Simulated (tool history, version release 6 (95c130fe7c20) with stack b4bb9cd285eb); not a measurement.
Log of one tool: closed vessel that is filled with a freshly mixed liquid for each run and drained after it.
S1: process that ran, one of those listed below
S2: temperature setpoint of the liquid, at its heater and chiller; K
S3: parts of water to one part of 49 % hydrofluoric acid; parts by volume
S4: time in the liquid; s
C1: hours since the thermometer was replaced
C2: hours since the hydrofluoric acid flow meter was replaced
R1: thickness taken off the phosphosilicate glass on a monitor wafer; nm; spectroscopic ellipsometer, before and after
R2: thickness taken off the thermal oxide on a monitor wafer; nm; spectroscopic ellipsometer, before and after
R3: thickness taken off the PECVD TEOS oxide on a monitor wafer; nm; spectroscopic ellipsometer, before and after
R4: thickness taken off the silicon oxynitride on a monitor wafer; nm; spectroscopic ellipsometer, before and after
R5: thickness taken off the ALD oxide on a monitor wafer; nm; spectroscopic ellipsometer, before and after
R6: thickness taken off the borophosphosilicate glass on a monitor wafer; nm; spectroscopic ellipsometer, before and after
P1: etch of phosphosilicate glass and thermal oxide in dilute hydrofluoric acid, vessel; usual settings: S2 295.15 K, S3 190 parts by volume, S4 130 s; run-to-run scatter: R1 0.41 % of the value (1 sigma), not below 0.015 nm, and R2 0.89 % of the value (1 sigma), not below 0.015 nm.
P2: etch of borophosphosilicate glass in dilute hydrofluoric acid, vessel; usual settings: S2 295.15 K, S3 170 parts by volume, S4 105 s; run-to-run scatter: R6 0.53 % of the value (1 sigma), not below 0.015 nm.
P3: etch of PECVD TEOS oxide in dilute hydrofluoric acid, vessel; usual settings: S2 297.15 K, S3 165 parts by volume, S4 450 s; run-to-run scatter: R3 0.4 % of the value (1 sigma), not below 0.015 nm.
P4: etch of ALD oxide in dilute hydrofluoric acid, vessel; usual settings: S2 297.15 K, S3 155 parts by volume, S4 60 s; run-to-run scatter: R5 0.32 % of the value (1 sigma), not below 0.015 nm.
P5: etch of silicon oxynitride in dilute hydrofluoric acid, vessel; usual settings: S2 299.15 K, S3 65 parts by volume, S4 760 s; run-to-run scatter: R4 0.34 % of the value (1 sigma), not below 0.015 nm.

run,hour,S1,S2,S3,S4,C1,C2,R1,R2,R3,R4,R5,R6
1,5.8,P1,295.15,190,130,1913.7,257.3,50.967,2.824,,,,
2,13.1,P1,295.15,110,130,1921,264.6,95.573,5.2566,,,,
3,16.9,P3,297.15,165,135,1924.8,268.4,,,11.364,,,
4,21.5,P1,295.15,65,80,1929.4,273,105.86,5.7117,,,,
5,28,P5,305.65,65,760,1935.9,279.5,,,,36.592,,
6,35.3,P4,297.15,155,30,1943.2,286.8,,,,,5.1943,
7,40.4,P4,297.15,155,60,1948.3,291.9,,,,,10.37,
8,45.2,P3,297.15,165,450,1953.1,296.7,,,38.428,,,
9,51.7,P2,303.15,170,105,1959.6,303.2,,,,,,17.873
10,55,P2,295.15,170,55,1962.9,306.5,,,,,,6.9525
11,62.1,P4,297.15,255,60,1970,313.6,,,,,5.6635,
12,69,P4,297.15,155,60,1976.9,320.5,,,,,10.383,
13,73,P1,295.15,190,130,1980.9,324.5,51.103,2.7968,,,,
14,79.3,P1,295.15,190,130,1987.2,330.8,50.931,2.7703,,,,
15,86.6,P1,299.65,190,130,1994.5,338.1,59.659,3.2995,,,,
16,91.9,P4,304.15,155,60,1999.8,343.4,,,,,13.452,
17,96.8,P1,290.15,190,130,2004.7,348.3,41.649,2.268,,,,
18,102.9,P1,295.15,190,130,2010.8,354.4,51.143,2.7699,,,,
19,110.2,P1,299.15,190,35,2018.1,361.7,15.9,0.89063,,,,
20,115.7,P5,299.15,65,95,2023.6,367.2,,,,3.4076,,
21,122.9,P1,295.15,190,215,2030.8,374.4,83.855,4.5657,,,,

The next listed run, before its measurement:
22,129,P1,295.15,290,225,2036.9,380.5,?,?,,,,

R1: 52.734 nm
R2: 2.8312 nm
